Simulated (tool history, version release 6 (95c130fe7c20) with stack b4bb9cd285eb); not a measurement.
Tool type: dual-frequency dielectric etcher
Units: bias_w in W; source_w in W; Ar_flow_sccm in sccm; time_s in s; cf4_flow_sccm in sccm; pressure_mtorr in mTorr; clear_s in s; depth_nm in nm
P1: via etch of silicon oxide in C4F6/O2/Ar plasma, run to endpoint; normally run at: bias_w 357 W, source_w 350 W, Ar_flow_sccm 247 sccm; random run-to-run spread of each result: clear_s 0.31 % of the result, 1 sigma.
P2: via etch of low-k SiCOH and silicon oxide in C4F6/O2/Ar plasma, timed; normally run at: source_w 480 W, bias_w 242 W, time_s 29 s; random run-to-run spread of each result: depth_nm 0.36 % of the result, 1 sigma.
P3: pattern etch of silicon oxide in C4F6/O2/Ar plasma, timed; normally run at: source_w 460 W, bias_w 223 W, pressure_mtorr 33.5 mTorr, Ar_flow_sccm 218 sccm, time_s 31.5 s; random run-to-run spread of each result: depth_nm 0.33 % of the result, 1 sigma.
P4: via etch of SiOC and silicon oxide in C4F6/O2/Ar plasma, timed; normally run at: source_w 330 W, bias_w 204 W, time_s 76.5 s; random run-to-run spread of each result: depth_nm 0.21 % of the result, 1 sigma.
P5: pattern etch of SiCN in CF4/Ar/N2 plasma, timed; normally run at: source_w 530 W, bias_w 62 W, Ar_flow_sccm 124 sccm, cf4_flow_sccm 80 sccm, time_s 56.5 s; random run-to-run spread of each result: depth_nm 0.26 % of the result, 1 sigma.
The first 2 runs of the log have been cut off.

{"run": 3, "hour": 22.7, "process": "P4", "bias_w": 204, "source_w": 330, "time_s": 76.5, "depth_nm": 83.486}
{"run": 4, "hour": 29.1, "process": "P4", "bias_w": 204, "source_w": 330, "time_s": 99.5, "depth_nm": 108.32}
{"run": 5, "hour": 33.3, "process": "P1", "bias_w": 490, "source_w": 350, "Ar_flow_sccm": 247, "clear_s": 25.984}
{"run": 6, "hour": 40.2, "process": "P5", "bias_w": 62, "source_w": 530, "Ar_flow_sccm": 76, "time_s": 56.5, "cf4_flow_sccm": 80, "depth_nm": 56.87}
{"run": 7, "hour": 46.6, "process": "P1", "bias_w": 357, "source_w": 350, "Ar_flow_sccm": 247, "clear_s": 29.264}
{"run": 8, "hour": 53.6, "process": "P4", "bias_w": 204, "source_w": 220, "time_s": 76.5, "depth_nm": 71.633}
{"run": 9, "hour": 58.2, "process": "P3", "bias_w": 268, "source_w": 460, "Ar_flow_sccm": 218, "time_s": 31.5, "pressure_mtorr": 33.5, "depth_nm": 122.66}
{"run": 10, "hour": 63.1, "process": "P1", "bias_w": 357, "source_w": 290, "Ar_flow_sccm": 164, "clear_s": 30.112}
{"run": 11, "hour": 71.3, "process": "P2", "bias_w": 242, "source_w": 320, "time_s": 29, "depth_nm": 70.146}
{"run": 12, "hour": 76.0, "process": "P5", "bias_w": 62, "source_w": 530, "Ar_flow_sccm": 124, "time_s": 56.5, "cf4_flow_sccm": 80, "depth_nm": 52.932}
{"run": 13, "hour": 81.4, "process": "P1", "bias_w": 357, "source_w": 260, "Ar_flow_sccm": 247, "clear_s": 32.745}
{"run": 14, "hour": 89.0, "process": "P1", "bias_w": 357, "source_w": 350, "Ar_flow_sccm": 247, "clear_s": 29.489}
{"run": 15, "hour": 96.6, "process": "P1", "bias_w": 357, "source_w": 350, "Ar_flow_sccm": 345, "clear_s": 30.487}
{"run": 16, "hour": 103.9, "process": "P5", "bias_w": 38, "source_w": 530, "Ar_flow_sccm": 124, "time_s": 56.5, "cf4_flow_sccm": 80, "depth_nm": 45.143}
{"run": 17, "hour": 110.4, "process": "P3", "bias_w": 223, "source_w": 460, "Ar_flow_sccm": 218, "time_s": 17.5, "pressure_mtorr": 33.5, "depth_nm": 63.115}
{"run": 18, "hour": 114.2, "process": "P4", "bias_w": 277, "source_w": 330, "time_s": 76.5, "depth_nm": 92.253}
{"run": 19, "hour": 120.0, "process": "P5", "bias_w": 62, "source_w": 680, "Ar_flow_sccm": 124, "time_s": 56.5, "cf4_flow_sccm": 80, "depth_nm": 66.085}
{"run": 20, "hour": 125.3, "process": "P2", "bias_w": 242, "source_w": 480, "time_s": 29, "depth_nm": 81.311}
{"run": 21, "hour": 132.6, "process": "P1", "bias_w": 208, "source_w": 350, "Ar_flow_sccm": 247, "clear_s": 35.373}
{"run": 22, "hour": 139.8, "process": "P3", "bias_w": 223, "source_w": 260, "Ar_flow_sccm": 218, "time_s": 31.5, "pressure_mtorr": 33.5, "depth_nm": 92.284}
{"run": 23, "hour": 145.8, "process": "P1", "bias_w": 357, "source_w": 350, "Ar_flow_sccm": 168, "clear_s": 28.243}
{"run": 24, "hour": 154.0, "process": "P3", "bias_w": 223, "source_w": 460, "Ar_flow_sccm": 269, "time_s": 31.5, "pressure_mtorr": 33.5, "depth_nm": 112.53}
{"run": 25, "hour": 159.0, "process": "P2", "bias_w": 181, "source_w": 480, "time_s": 29, "depth_nm": 74.24}
{"run": 26, "hour": 163.6, "process": "P3", "bias_w": 223, "source_w": 460, "Ar_flow_sccm": 218, "time_s": 31.5, "pressure_mtorr": 33.5, "depth_nm": 115.4}
{"run": 27, "hour": 171.0, "process": "P1", "bias_w": 357, "source_w": 500, "Ar_flow_sccm": 247, "clear_s": 25.762}

Run 28 has not been measured yet. What should we expect?
{"run": 28, "hour": 176.0, "process": "P3", "bias_w": 223, "source_w": 460, "Ar_flow_sccm": 218, "time_s": 31.5, "pressure_mtorr": 42.5, "depth_nm": "?"}

{"run 28": {"depth_nm": 111.96}}
